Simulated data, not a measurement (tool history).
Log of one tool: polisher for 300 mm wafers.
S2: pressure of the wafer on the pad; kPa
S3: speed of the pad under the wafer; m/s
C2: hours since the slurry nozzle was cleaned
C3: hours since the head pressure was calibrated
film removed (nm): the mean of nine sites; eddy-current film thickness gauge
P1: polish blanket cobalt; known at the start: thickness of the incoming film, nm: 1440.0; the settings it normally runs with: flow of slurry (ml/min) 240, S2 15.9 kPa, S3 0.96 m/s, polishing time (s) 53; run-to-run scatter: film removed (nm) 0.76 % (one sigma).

{"run": 1, "day": 0.146, "flow of slurry (ml/min)": 240, "S2": 15.9, "S3": 0.96, "polishing time (s)": 53, "wafers polished on this pad": 571, "C2": 207.7, "C3": 409.0, "film removed (nm)": 233.8}
{"run": 2, "day": 0.338, "flow of slurry (ml/min)": 240, "S2": 15.9, "S3": 0.96, "polishing time (s)": 53, "wafers polished on this pad": 615, "C2": 212.3, "C3": 413.6, "film removed (nm)": 236.26}
{"run": 3, "day": 0.438, "flow of slurry (ml/min)": 240, "S2": 15.9, "S3": 0.96, "polishing time (s)": 85, "wafers polished on this pad": 637, "C2": 214.7, "C3": 416.0, "film removed (nm)": 371.0}
{"run": 4, "day": 0.596, "flow of slurry (ml/min)": 240, "S2": 15.9, "S3": 0.96, "polishing time (s)": 53, "wafers polished on this pad": 673, "C2": 218.5, "C3": 419.8, "film removed (nm)": 234.14}
{"run": 5, "day": 0.733, "flow of slurry (ml/min)": 345, "S2": 15.9, "S3": 0.96, "polishing time (s)": 53, "wafers polished on this pad": 704, "C2": 221.8, "C3": 423.1, "film removed (nm)": 242.09}
{"run": 6, "day": 0.879, "flow of slurry (ml/min)": 240, "S2": 15.9, "S3": 0.96, "polishing time (s)": 53, "wafers polished on this pad": 737, "C2": 225.3, "C3": 426.6, "film removed (nm)": 233.77}
{"run": 7, "day": 1.042, "flow of slurry (ml/min)": 240, "S2": 15.9, "S3": 0.96, "polishing time (s)": 53, "wafers polished on this pad": 774, "C2": 229.2, "C3": 430.5, "film removed (nm)": 235.79}
{"run": 8, "day": 1.225, "flow of slurry (ml/min)": 335, "S2": 20.0, "S3": 0.96, "polishing time (s)": 53, "wafers polished on this pad": 815, "C2": 233.6, "C3": 434.9, "film removed (nm)": 302.93}
{"run": 9, "day": 1.392, "flow of slurry (ml/min)": 240, "S2": 15.9, "S3": 0.96, "polishing time (s)": 53, "wafers polished on this pad": 853, "C2": 237.6, "C3": 438.9, "film removed (nm)": 231.88}
{"run": 10, "day": 1.538, "flow of slurry (ml/min)": 240, "S2": 15.9, "S3": 0.96, "polishing time (s)": 53, "wafers polished on this pad": 886, "C2": 241.1, "C3": 442.4, "film removed (nm)": 233.97}
{"run": 11, "day": 1.625, "flow of slurry (ml/min)": 145, "S2": 15.9, "S3": 1.3, "polishing time (s)": 53, "wafers polished on this pad": 906, "C2": 243.2, "C3": 444.5, "film removed (nm)": 295.94}
{"run": 12, "day": 1.796, "flow of slurry (ml/min)": 240, "S2": 9.7, "S3": 0.96, "polishing time (s)": 53, "wafers polished on this pad": 944, "C2": 247.3, "C3": 448.6, "film removed (nm)": 142.74}
{"run": 13, "day": 1.962, "flow of slurry (ml/min)": 240, "S2": 15.9, "S3": 0.96, "polishing time (s)": 26, "wafers polished on this pad": 982, "C2": 251.3, "C3": 452.6, "film removed (nm)": 115.02}
{"run": 14, "day": 2.154, "flow of slurry (ml/min)": 240, "S2": 15.9, "S3": 1.26, "polishing time (s)": 53, "wafers polished on this pad": 1025, "C2": 255.9, "C3": 457.2, "film removed (nm)": 305.43}
{"run": 15, "day": 2.346, "flow of slurry (ml/min)": 145, "S2": 15.9, "S3": 0.96, "polishing time (s)": 53, "wafers polished on this pad": 1068, "C2": 260.5, "C3": 461.8, "film removed (nm)": 218.09}
{"run": 16, "day": 2.538, "flow of slurry (ml/min)": 240, "S2": 15.9, "S3": 0.54, "polishing time (s)": 53, "wafers polished on this pad": 1112, "C2": 265.1, "C3": 466.4, "film removed (nm)": 131.98}
{"day": 2.633, "done": "head pressure recalibrated"}
{"run": 17, "day": 2.658, "flow of slurry (ml/min)": 240, "S2": 20.0, "S3": 0.96, "polishing time (s)": 38, "wafers polished on this pad": 1139, "C2": 268.0, "C3": 0.7, "film removed (nm)": 210.71}
{"run": 18, "day": 2.817, "flow of slurry (ml/min)": 240, "S2": 24.8, "S3": 0.96, "polishing time (s)": 53, "wafers polished on this pad": 1175, "C2": 271.8, "C3": 4.5, "film removed (nm)": 361.78}
{"run": 19, "day": 2.946, "flow of slurry (ml/min)": 240, "S2": 15.9, "S3": 0.96, "polishing time (s)": 53, "wafers polished on this pad": 1204, "C2": 274.9, "C3": 7.6, "film removed (nm)": 232.14}
{"run": 20, "day": 3.067, "flow of slurry (ml/min)": 240, "S2": 15.9, "S3": 0.96, "polishing time (s)": 53, "wafers polished on this pad": 1231, "C2": 277.8, "C3": 10.5, "film removed (nm)": 229.25}
{"run": 21, "day": 3.154, "flow of slurry (ml/min)": 240, "S2": 15.9, "S3": 0.96, "polishing time (s)": 53, "wafers polished on this pad": 1251, "C2": 279.9, "C3": 12.6, "film removed (nm)": 227.69}
{"run": 22, "day": 3.342, "flow of slurry (ml/min)": 240, "S2": 15.9, "S3": 0.96, "polishing time (s)": 53, "wafers polished on this pad": 1293, "C2": 284.4, "C3": 17.1, "film removed (nm)": 225.22}
{"run": 23, "day": 3.529, "flow of slurry (ml/min)": 240, "S2": 15.9, "S3": 0.96, "polishing time (s)": 53, "wafers polished on this pad": 1336, "C2": 288.9, "C3": 21.6, "film removed (nm)": 219.18}

Forecast run 24:
{"run": 24, "day": 3.708, "flow of slurry (ml/min)": 240, "S2": 15.9, "S3": 0.96, "polishing time (s)": 53, "wafers polished on this pad": 1376, "C2": 293.2, "C3": 25.9, "film removed (nm)": "?"}

film removed (nm): 220.77

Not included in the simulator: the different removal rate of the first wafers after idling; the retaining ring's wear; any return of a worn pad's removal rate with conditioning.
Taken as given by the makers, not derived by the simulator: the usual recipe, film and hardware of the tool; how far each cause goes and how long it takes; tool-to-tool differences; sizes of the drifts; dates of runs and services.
